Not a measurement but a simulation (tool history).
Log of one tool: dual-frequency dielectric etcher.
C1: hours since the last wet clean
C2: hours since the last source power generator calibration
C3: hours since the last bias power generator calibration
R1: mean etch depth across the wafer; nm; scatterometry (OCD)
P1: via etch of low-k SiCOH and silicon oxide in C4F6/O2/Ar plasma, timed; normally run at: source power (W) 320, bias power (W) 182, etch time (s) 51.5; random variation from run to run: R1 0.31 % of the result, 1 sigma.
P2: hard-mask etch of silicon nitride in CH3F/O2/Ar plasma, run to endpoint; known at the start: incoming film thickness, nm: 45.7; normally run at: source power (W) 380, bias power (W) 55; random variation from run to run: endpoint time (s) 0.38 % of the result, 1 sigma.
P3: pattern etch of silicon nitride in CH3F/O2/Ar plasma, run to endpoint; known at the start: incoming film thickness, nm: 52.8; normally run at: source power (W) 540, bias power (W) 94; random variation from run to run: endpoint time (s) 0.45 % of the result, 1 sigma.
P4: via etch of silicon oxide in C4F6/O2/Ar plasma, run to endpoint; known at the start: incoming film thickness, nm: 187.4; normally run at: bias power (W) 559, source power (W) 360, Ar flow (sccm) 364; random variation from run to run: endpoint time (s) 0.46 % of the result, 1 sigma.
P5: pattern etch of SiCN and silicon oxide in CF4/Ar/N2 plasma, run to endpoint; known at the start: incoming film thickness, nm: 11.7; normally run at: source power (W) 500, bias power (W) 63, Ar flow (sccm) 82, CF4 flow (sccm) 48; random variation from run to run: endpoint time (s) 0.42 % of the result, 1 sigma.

{"run": 1, "hour": 9.4, "process that ran": "P1", "source power (W)": 320, "bias power (W)": 182, "etch time (s)": 51.5, "C1": 272.0, "C2": 3136.1, "C3": 1113.9, "R1": 138.85}
{"run": 2, "hour": 20.9, "process that ran": "P4", "source power (W)": 360, "bias power (W)": 559, "Ar flow (sccm)": 460, "C1": 283.5, "C2": 3147.6, "C3": 1125.4, "endpoint time (s)": 44.588}
{"run": 3, "hour": 31.0, "process that ran": "P5", "source power (W)": 500, "bias power (W)": 63, "Ar flow (sccm)": 82, "CF4 flow (sccm)": 48, "C1": 293.6, "C2": 3157.7, "C3": 1135.5, "endpoint time (s)": 13.906}
{"run": 4, "hour": 47.6, "process that ran": "P1", "source power (W)": 320, "bias power (W)": 141, "etch time (s)": 51.5, "C1": 310.2, "C2": 3174.3, "C3": 1152.1, "R1": 127.91}
{"run": 5, "hour": 65.0, "process that ran": "P5", "source power (W)": 500, "bias power (W)": 63, "Ar flow (sccm)": 112, "CF4 flow (sccm)": 48, "C1": 327.6, "C2": 3191.7, "C3": 1169.5, "endpoint time (s)": 14.706}
{"run": 6, "hour": 76.8, "process that ran": "P2", "source power (W)": 380, "bias power (W)": 78, "C1": 339.4, "C2": 3203.5, "C3": 1181.3, "endpoint time (s)": 65.361}
{"run": 7, "hour": 90.8, "process that ran": "P1", "source power (W)": 320, "bias power (W)": 234, "etch time (s)": 51.5, "C1": 353.4, "C2": 3217.5, "C3": 1195.3, "R1": 149.88}
{"run": 8, "hour": 105.9, "process that ran": "P2", "source power (W)": 380, "bias power (W)": 55, "C1": 368.5, "C2": 3232.6, "C3": 1210.4, "endpoint time (s)": 73.275}
{"run": 9, "hour": 119.5, "process that ran": "P1", "source power (W)": 190, "bias power (W)": 182, "etch time (s)": 51.5, "C1": 382.1, "C2": 3246.2, "C3": 1224.0, "R1": 113.09}
{"run": 10, "hour": 132.2, "process that ran": "P1", "source power (W)": 320, "bias power (W)": 182, "etch time (s)": 51.5, "C1": 394.8, "C2": 3258.9, "C3": 1236.7, "R1": 138.95}
{"run": 11, "hour": 149.7, "process that ran": "P4", "source power (W)": 360, "bias power (W)": 559, "Ar flow (sccm)": 364, "C1": 412.3, "C2": 3276.4, "C3": 1254.2, "endpoint time (s)": 43.31}
{"run": 12, "hour": 166.7, "process that ran": "P3", "source power (W)": 540, "bias power (W)": 120, "C1": 429.3, "C2": 3293.4, "C3": 1271.2, "endpoint time (s)": 57.054}
{"run": 13, "hour": 178.9, "process that ran": "P2", "source power (W)": 490, "bias power (W)": 55, "C1": 441.5, "C2": 3305.6, "C3": 1283.4, "endpoint time (s)": 67.108}
{"run": 14, "hour": 187.2, "process that ran": "P1", "source power (W)": 320, "bias power (W)": 182, "etch time (s)": 51.5, "C1": 449.8, "C2": 3313.9, "C3": 1291.7, "R1": 138.38}
{"run": 15, "hour": 204.6, "process that ran": "P1", "source power (W)": 320, "bias power (W)": 182, "etch time (s)": 68.5, "C1": 467.2, "C2": 3331.3, "C3": 1309.1, "R1": 185.09}
{"run": 16, "hour": 217.5, "process that ran": "P1", "source power (W)": 320, "bias power (W)": 182, "etch time (s)": 51.5, "C1": 480.1, "C2": 3344.2, "C3": 1322.0, "R1": 139.02}
{"run": 17, "hour": 228.0, "process that ran": "P3", "source power (W)": 540, "bias power (W)": 94, "C1": 490.6, "C2": 3354.7, "C3": 1332.5, "endpoint time (s)": 62.678}
{"run": 18, "hour": 236.9, "process that ran": "P3", "source power (W)": 770, "bias power (W)": 94, "C1": 499.5, "C2": 3363.6, "C3": 1341.4, "endpoint time (s)": 54.679}
{"run": 19, "hour": 245.7, "process that ran": "P1", "source power (W)": 320, "bias power (W)": 182, "etch time (s)": 29.5, "C1": 508.3, "C2": 3372.4, "C3": 1350.2, "R1": 79.664}
{"run": 20, "hour": 255.1, "process that ran": "P5", "source power (W)": 500, "bias power (W)": 63, "Ar flow (sccm)": 82, "CF4 flow (sccm)": 64, "C1": 517.7, "C2": 3381.8, "C3": 1359.6, "endpoint time (s)": 13.319}
{"run": 21, "hour": 263.9, "process that ran": "P4", "source power (W)": 360, "bias power (W)": 336, "Ar flow (sccm)": 364, "C1": 526.5, "C2": 3390.6, "C3": 1368.4, "endpoint time (s)": 52.565}
{"run": 22, "hour": 279.0, "process that ran": "P1", "source power (W)": 320, "bias power (W)": 116, "etch time (s)": 28.5, "C1": 541.6, "C2": 3405.7, "C3": 1383.5, "R1": 67.013}
{"run": 23, "hour": 294.2, "process that ran": "P5", "source power (W)": 340, "bias power (W)": 63, "Ar flow (sccm)": 82, "CF4 flow (sccm)": 48, "C1": 556.8, "C2": 3420.9, "C3": 1398.7, "endpoint time (s)": 19.588}
{"run": 24, "hour": 307.4, "process that ran": "P1", "source power (W)": 320, "bias power (W)": 182, "etch time (s)": 51.5, "C1": 570.0, "C2": 3434.1, "C3": 1411.9, "R1": 139.34}
{"run": 25, "hour": 323.1, "process that ran": "P4", "source power (W)": 360, "bias power (W)": 559, "Ar flow (sccm)": 364, "C1": 585.7, "C2": 3449.8, "C3": 1427.6, "endpoint time (s)": 43.39}
{"run": 26, "hour": 336.6, "process that ran": "P5", "source power (W)": 500, "bias power (W)": 87, "Ar flow (sccm)": 82, "CF4 flow (sccm)": 48, "C1": 599.2, "C2": 3463.3, "C3": 1441.1, "endpoint time (s)": 12.451}
{"run": 27, "hour": 355.4, "process that ran": "P4", "source power (W)": 230, "bias power (W)": 559, "Ar flow (sccm)": 364, "C1": 618.0, "C2": 3482.1, "C3": 1459.9, "endpoint time (s)": 51.058}
{"run": 28, "hour": 369.9, "process that ran": "P1", "source power (W)": 440, "bias power (W)": 182, "etch time (s)": 51.5, "C1": 632.5, "C2": 3496.6, "C3": 1474.4, "R1": 156.81}
{"run": 29, "hour": 378.3, "process that ran": "P1", "source power (W)": 320, "bias power (W)": 182, "etch time (s)": 51.5, "C1": 640.9, "C2": 3505.0, "C3": 1482.8, "R1": 138.1}
{"run": 30, "hour": 389.4, "process that ran": "P1", "source power (W)": 320, "bias power (W)": 182, "etch time (s)": 51.5, "C1": 652.0, "C2": 3516.1, "C3": 1493.9, "R1": 138.84}
{"run": 31, "hour": 404.4, "process that ran": "P1", "source power (W)": 320, "bias power (W)": 182, "etch time (s)": 51.5, "C1": 667.0, "C2": 3531.1, "C3": 1508.9, "R1": 138.09}
{"run": 32, "hour": 414.5, "process that ran": "P1", "source power (W)": 320, "bias power (W)": 182, "etch time (s)": 51.5, "C1": 677.1, "C2": 3541.2, "C3": 1519.0, "R1": 137.03}
{"run": 33, "hour": 426.3, "process that ran": "P1", "source power (W)": 320, "bias power (W)": 182, "etch time (s)": 51.5, "C1": 688.9, "C2": 3553.0, "C3": 1530.8, "R1": 136.58}
{"run": 34, "hour": 436.4, "process that ran": "P1", "source power (W)": 320, "bias power (W)": 182, "etch time (s)": 51.5, "C1": 699.0, "C2": 3563.1, "C3": 1540.9, "R1": 137.24}
{"run": 35, "hour": 451.8, "process that ran": "P1", "source power (W)": 320, "bias power (W)": 182, "etch time (s)": 51.5, "C1": 714.4, "C2": 3578.5, "C3": 1556.3, "R1": 136.61}
{"hour": 455.8, "done": "wet clean of the chamber"}
{"run": 36, "hour": 467.3, "process that ran": "P1", "source power (W)": 320, "bias power (W)": 182, "etch time (s)": 51.5, "C1": 11.5, "C2": 3594.0, "C3": 1571.8, "R1": 136.86}
{"run": 37, "hour": 483.2, "process that ran": "P1", "source power (W)": 320, "bias power (W)": 182, "etch time (s)": 51.5, "C1": 27.4, "C2": 3609.9, "C3": 1587.7, "R1": 136.73}
{"run": 38, "hour": 492.7, "process that ran": "P1", "source power (W)": 320, "bias power (W)": 182, "etch time (s)": 51.5, "C1": 36.9, "C2": 3619.4, "C3": 1597.2, "R1": 136.27}

What P1 gives has crept away from where it was. These 2 causes fit the log equally well, each at the size given:
A: bias power that arrives under what is set, % = 4.74
B: source power that arrives under what is set, % = 3.93
The creep began at about hour 389.4.
Why every other cause is out:
chamber walls in a state that lowers the etch rate, %: serviced at hour 455.8, which brought nothing back

4 check runs are offered, each on 3 wafers whose results are averaged, their results left as question marks. Which one tells the causes apart?
{"run": "check 1", "hour": 502.2, "process that ran": "P5", "source power (W)": 500, "bias power (W)": 63, "Ar flow (sccm)": 82, "CF4 flow (sccm)": 61, "endpoint time (s)": "?"}
{"run": "check 2", "hour": 502.2, "process that ran": "P4", "source power (W)": 270, "bias power (W)": 559, "Ar flow (sccm)": 364, "endpoint time (s)": "?"}
{"run": "check 3", "hour": 502.2, "process that ran": "P3", "source power (W)": 700, "bias power (W)": 94, "endpoint time (s)": "?"}
{"run": "check 4", "hour": 502.2, "process that ran": "P2", "source power (W)": 480, "bias power (W)": 65, "endpoint time (s)": "?"}

What each check would give under each cause:
check=check_1 result=endpoint_time_(s) if_A=13.616 if_B=13.892
check=check_2 result=endpoint_time_(s) if_A=49.141 if_B=48.940
check=check_3 result=endpoint_time_(s) if_A=57.848 if_B=57.750
check=check_4 result=endpoint_time_(s) if_A=64.659 if_B=64.624
How far apart the two closest causes lie, in the result that separates them most: check 1 2.01 %; check 2 0.41 %; check 3 0.17 %; check 4 0.05 %
Check 1 tells the causes apart: in the others they would give nearly the same result.

Check 1 was then run and gave: endpoint time (s) 13.872. Which cause is it?

It is B: source power that arrives under what is set, %.

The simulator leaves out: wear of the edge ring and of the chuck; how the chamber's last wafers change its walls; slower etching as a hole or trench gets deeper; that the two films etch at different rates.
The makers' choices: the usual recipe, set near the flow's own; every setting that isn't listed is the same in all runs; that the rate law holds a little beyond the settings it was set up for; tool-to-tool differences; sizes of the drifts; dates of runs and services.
